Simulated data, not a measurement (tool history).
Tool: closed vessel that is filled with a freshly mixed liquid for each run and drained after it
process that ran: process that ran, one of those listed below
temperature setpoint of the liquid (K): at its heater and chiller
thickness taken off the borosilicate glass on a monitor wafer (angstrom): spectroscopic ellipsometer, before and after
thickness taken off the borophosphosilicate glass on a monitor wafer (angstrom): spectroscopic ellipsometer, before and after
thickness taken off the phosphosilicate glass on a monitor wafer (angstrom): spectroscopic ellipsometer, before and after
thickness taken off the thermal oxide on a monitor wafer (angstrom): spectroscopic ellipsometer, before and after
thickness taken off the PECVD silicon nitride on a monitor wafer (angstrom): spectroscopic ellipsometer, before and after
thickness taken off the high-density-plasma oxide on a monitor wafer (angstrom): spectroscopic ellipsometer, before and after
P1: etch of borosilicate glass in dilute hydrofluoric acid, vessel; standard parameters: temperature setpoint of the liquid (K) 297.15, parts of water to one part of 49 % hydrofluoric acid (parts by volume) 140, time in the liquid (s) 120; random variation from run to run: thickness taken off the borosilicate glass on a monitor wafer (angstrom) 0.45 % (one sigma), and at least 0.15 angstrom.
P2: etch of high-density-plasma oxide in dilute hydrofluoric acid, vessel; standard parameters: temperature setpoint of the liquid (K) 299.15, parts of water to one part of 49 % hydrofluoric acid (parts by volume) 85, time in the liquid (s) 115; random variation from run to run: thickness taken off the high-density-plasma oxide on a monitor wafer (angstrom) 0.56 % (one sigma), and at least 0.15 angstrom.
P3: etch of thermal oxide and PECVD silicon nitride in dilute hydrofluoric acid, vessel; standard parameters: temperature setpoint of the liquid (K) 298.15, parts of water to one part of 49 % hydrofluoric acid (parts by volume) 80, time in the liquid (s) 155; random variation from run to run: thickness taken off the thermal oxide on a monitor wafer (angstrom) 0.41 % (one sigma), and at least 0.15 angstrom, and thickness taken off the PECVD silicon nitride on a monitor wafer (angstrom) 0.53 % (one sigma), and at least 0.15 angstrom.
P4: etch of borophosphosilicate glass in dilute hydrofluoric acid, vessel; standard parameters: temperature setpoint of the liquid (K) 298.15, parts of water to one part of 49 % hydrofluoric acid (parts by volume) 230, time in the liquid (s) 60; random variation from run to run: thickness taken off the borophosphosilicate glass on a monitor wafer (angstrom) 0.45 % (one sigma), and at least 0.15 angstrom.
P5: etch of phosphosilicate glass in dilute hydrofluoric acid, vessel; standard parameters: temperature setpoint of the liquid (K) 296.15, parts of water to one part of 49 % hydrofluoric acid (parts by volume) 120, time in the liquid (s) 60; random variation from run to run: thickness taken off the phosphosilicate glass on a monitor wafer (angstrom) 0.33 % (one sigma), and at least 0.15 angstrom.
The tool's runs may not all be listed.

run	hour	process that ran	temperature setpoint of the liquid (K)	parts of water to one part of 49 % hydrofluoric acid (parts by volume)	time in the liquid (s)	hours since the thermometer was replaced	hours since the hydrofluoric acid flow meter was replaced	thickness taken off the borosilicate glass on a monitor wafer (angstrom)	thickness taken off the borophosphosilicate glass on a monitor wafer (angstrom)	thickness taken off the phosphosilicate glass on a monitor wafer (angstrom)	thickness taken off the thermal oxide on a monitor wafer (angstrom)	thickness taken off the PECVD silicon nitride on a monitor wafer (angstrom)	thickness taken off the high-density-plasma oxide on a monitor wafer (angstrom)
1	7.5	P1	297.15	140	120	126.7	935.7	244.04					
2	16.6	P4	298.15	230	60	135.8	944.8		121.370				
3	23.1	P1	292.15	140	170	142.3	951.3	282.37					
4	27.8	P1	291.15	140	120	147.0	956.0	191.45					
5	33.4	P1	297.15	215	120	152.6	961.6	145.06					
6	42.7	P1	303.65	140	120	161.9	970.9	310.30					
7	52.3	P5	296.15	120	100	171.5	980.5			921.89			
8	59.5	P5	302.15	120	60	178.7	987.7			700.04			
9	68.1	P1	304.15	65	120	187.3	996.3	756.96					
10	74.3	P4	298.15	355	60	193.5	1002.5		69.703				
11	82.4	P1	297.15	140	120	201.6	1010.6	242.96					
12	89.8	P3	298.15	80	155	209.0	1018.0				102.000	89.355	
13	99.2	P1	297.15	50	120	218.4	1027.4	760.06					
14	105.9	P3	298.15	80	30	225.1	1034.1				19.658	17.152	
15	112.4	P4	298.15	230	110	231.6	1040.6		222.780				
16	120.8	P3	292.65	80	155	240.0	1049.0				81.575	62.003	
17	128.4	P2	299.15	85	115	247.6	1056.6						87.404
18	134.7	P2	299.15	85	115	253.9	1062.9						88.934
19	143.8	P5	296.15	120	60	263.0	1072.0			556.51			
20	149.0	P4	302.15	230	60	268.2	1077.2		139.830				
21	158.0	P1	297.15	140	120	277.2	1086.2	243.02					
22	165.3	P3	298.15	20	155	284.5	1093.5				444.680	342.530	
# hour 167.6: thermometer replaced
23	172.8	P1	297.15	140	30	5.3	1101.0	60.61					
24	176.9	P2	306.15	85	115	9.4	1105.1						115.240
25	181.8	P2	299.15	125	115	14.3	1110.0						57.363
26	189.9	P5	296.15	120	60	22.4	1118.1			557.15			
27	196.2	P2	299.15	85	30	28.7	1124.4						23.280
28	204.2	P1	290.15	140	175	36.7	1132.4	268.91					
29	209.5	P5	296.15	35	60	42.0	1137.7			2112.60			
30	218.7	P1	297.15	140	215	51.2	1146.9	440.17					
31	225.3	P3	298.15	80	155	57.8	1153.5				102.120	89.127	
32	234.2	P1	297.15	140	120	66.7	1162.4	246.49					
33	243.4	P4	298.15	230	60	75.9	1171.6		120.580				
34	252.6	P1	297.15	140	120	85.1	1180.8	244.16					
35	258.4	P1	297.15	140	120	90.9	1186.6	236.09					
36	265.0	P1	297.15	140	120	97.5	1193.2	234.87					
37	273.9	P1	297.15	140	120	106.4	1202.1	234.61					
38	280.4	P1	297.15	140	120	112.9	1208.6	229.75					
39	287.4	P1	297.15	140	120	119.9	1215.6	232.55					
40	296.6	P1	297.15	140	120	129.1	1224.8	229.80					
41	305.7	P1	297.15	140	120	138.2	1233.9	229.64					

Something has made what P1 gives creep away from where it was; the 2 causes below, each at its own stated size, fit the log equally well:
A: hydrofluoric acid flow below the setpoint (%) = 4.68
B: liquid colder than its thermometer reads (K) = 1.44
The drift started at roughly hour 252.6.

Question marks stand in for the results of the 4 check runs listed below, each run on one wafer. Under which run would the listed causes show clearly different results?
check 1	314.8	P5	296.15	120	60					?			
check 2	314.8	P4	298.15	230	60				?				
check 3	314.8	P3	298.15	80	155						?	?	
check 4	314.8	P2	299.15	85	115								?

How each check would come out, cause by cause:
check	result	if A	if B
check 1	thickness taken off the phosphosilicate glass on a monitor wafer (angstrom)	527.46	526.19
check 2	thickness taken off the borophosphosilicate glass on a monitor wafer (angstrom)	114.240	115.130
check 3	thickness taken off the thermal oxide on a monitor wafer (angstrom)	96.724	96.269
check 3	thickness taken off the PECVD silicon nitride on a monitor wafer (angstrom)	84.689	80.707
check 4	thickness taken off the high-density-plasma oxide on a monitor wafer (angstrom)	83.764	83.457
How far apart the two closest causes lie, in the result that separates them most: check 1 0.24 %; check 2 0.78 %; check 3 4.82 %; check 4 0.37 %
The causes can be told apart only by check 3. The other checks would give nearly the same results under each of them.

Check 3 was then run and gave: thickness taken off the thermal oxide on a monitor wafer (angstrom) 96.432; thickness taken off the PECVD silicon nitride on a monitor wafer (angstrom) 81.231. Which cause is it?

B is the cause: liquid colder than its thermometer reads (K).

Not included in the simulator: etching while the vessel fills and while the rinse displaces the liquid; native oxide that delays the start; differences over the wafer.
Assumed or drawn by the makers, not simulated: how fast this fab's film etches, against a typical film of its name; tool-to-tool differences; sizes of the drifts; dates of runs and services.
